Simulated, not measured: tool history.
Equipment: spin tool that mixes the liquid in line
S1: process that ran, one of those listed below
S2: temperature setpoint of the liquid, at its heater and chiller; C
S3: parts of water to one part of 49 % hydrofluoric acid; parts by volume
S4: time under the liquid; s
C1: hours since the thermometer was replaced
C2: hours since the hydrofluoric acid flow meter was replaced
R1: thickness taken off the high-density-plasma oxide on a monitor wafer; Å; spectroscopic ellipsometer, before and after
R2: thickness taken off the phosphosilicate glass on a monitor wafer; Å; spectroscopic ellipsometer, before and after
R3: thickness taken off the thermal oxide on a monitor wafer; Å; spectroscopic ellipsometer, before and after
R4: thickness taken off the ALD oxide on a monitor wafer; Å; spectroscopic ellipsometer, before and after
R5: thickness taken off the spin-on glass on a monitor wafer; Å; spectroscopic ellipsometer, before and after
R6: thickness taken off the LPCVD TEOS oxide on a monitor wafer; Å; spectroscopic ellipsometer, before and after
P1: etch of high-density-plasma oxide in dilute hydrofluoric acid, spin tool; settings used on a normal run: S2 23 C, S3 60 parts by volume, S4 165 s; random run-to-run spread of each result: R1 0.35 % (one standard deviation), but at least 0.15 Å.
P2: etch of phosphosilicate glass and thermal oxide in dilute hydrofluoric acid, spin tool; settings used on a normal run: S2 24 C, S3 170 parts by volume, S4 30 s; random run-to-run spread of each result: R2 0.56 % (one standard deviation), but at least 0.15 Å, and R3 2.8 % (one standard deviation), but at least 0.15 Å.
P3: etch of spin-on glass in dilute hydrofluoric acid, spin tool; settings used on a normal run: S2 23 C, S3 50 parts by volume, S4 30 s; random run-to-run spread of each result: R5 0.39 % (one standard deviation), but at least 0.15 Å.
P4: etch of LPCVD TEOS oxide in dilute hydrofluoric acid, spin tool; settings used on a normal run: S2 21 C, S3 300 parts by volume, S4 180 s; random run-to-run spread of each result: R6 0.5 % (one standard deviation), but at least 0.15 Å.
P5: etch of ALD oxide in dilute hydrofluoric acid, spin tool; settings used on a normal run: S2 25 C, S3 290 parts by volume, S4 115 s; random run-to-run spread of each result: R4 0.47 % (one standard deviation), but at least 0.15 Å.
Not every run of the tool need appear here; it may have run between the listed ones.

run	hour	S1	S2	S3	S4	C1	C2	R1	R2	R3	R4	R5	R6
1	2.5	P1	23	60	165	823.5	1134	222.37					
2	6.6	P1	23	20	165	827.6	1138.1	702.66					
3	9.8	P2	17	170	30	830.8	1141.3		173.71	5.8134			
4	12.7	P5	25	290	115	833.7	1144.2				43.293		
5	16.8	P1	23	60	165	837.8	1148.3	221.92					
6	21.6	P5	25	290	215	842.6	1153.1				81.354		
7	27.3	P3	17	50	30	848.3	1158.8					149.49	
8	32.4	P1	23	95	165	853.4	1163.9	134.23					
9	37.3	P1	23	60	275	858.3	1168.8	370.86					
10	40.5	P2	24	45	30	861.5	1172		1004.1	33.212			
11	44.4	P4	21	300	180	865.4	1175.9						98.598
12	47.3	P1	18	60	165	868.3	1178.8	180.56					
13	51.2	P5	25	50	115	872.2	1182.7				334.45		
14	56.4	P3	23	90	30	877.4	1187.9					100.95	
15	59.9	P1	23	60	165	880.9	1191.4	222.81					
16	64.4	P1	23	60	165	885.4	1195.9	222.12					
17	69.5	P1	17.5	30	165	890.5	1201	365.56					
18	74.8	P1	30	60	165	895.8	1206.3	294.18					
19	77.6	P1	23	60	165	898.6	1209.1	222.15					
20	82.1	P2	24	170	15	903.1	1213.6		114.37	3.8296			
21	87.1	P4	28.5	300	180	908.1	1218.6						128.83
22	90.3	P3	23	50	30	911.3	1221.8					192.27	
23	95.6	P2	24	170	30	916.6	1227.1		230.32	7.5199			
24	100	P1	23	60	15	921	1231.5	20.248					
25	105.4	P2	24	170	30	926.4	1236.9		229.6	7.3058			
26	108.1	P4	21	300	65	929.1	1239.6						35.548
27	113.6	P4	21	485	180	934.6	1245.1						52.219
28	116.2	P5	32.5	290	115	937.2	1247.7				55.883		
29	118.9	P1	23	60	165	939.9	1250.4	223.86					
30	122	P3	23	50	30	943	1253.5					191.98	
31	124.9	P3	23	50	45	945.9	1256.4					287.58	
32	128.2	P1	23	60	165	949.2	1259.7	222.66					
33	133.7	P1	23	60	165	954.7	1265.2	212.01					
34	136.8	P1	23	60	165	957.8	1268.3	208.39					
35	141.2	P1	23	60	165	962.2	1272.7	206.05					
36	144.3	P1	23	60	165	965.3	1275.8	205.21					
37	149.7	P1	23	60	165	970.7	1281.2	202.79					
38	153.2	P1	23	60	165	974.2	1284.7	202.98					
39	158	P1	23	60	165	979	1289.5	202.77					

The output of P1 has drifted from where it used to be. Each of the 2 causes below, taken at the size shown beside it, accounts for the log equally well:
A: hydrofluoric acid flow below the setpoint (%) = 8.28
B: liquid colder than its thermometer reads (K) = 2.25
At approximately hour 128.2, the process output began to creep.

4 check runs are offered, each on 2 wafers whose results are averaged, their results left as question marks. Which one tells the causes apart?
check 1	162.8	P4	25	300	180								?
check 2	162.8	P2	17	170	30				?	?			
check 3	162.8	P5	25	90	215						?		
check 4	162.8	P3	17	85	30							?	

Expected result of each check under each candidate cause:
check	result	if A	if B
check 1	R6	101.91	105.51
check 2	R2	157.39	158.75
check 2	R3	5.1911	5.2358
check 3	R4	297.91	299.94
check 4	R5	76.602	76.435
Distance between the nearest two causes, measured in the result of the check that separates them most: check 1 3.47 %; check 2 0.86 %; check 3 0.68 %; check 4 0.22 %
The causes can be told apart only by check 1. The other checks would give nearly the same results under each of them.

After running check 1, the following was obtained: R6 101.77 Å. Which cause does this point to?

Of the candidate causes, it is A: hydrofluoric acid flow below the setpoint (%).
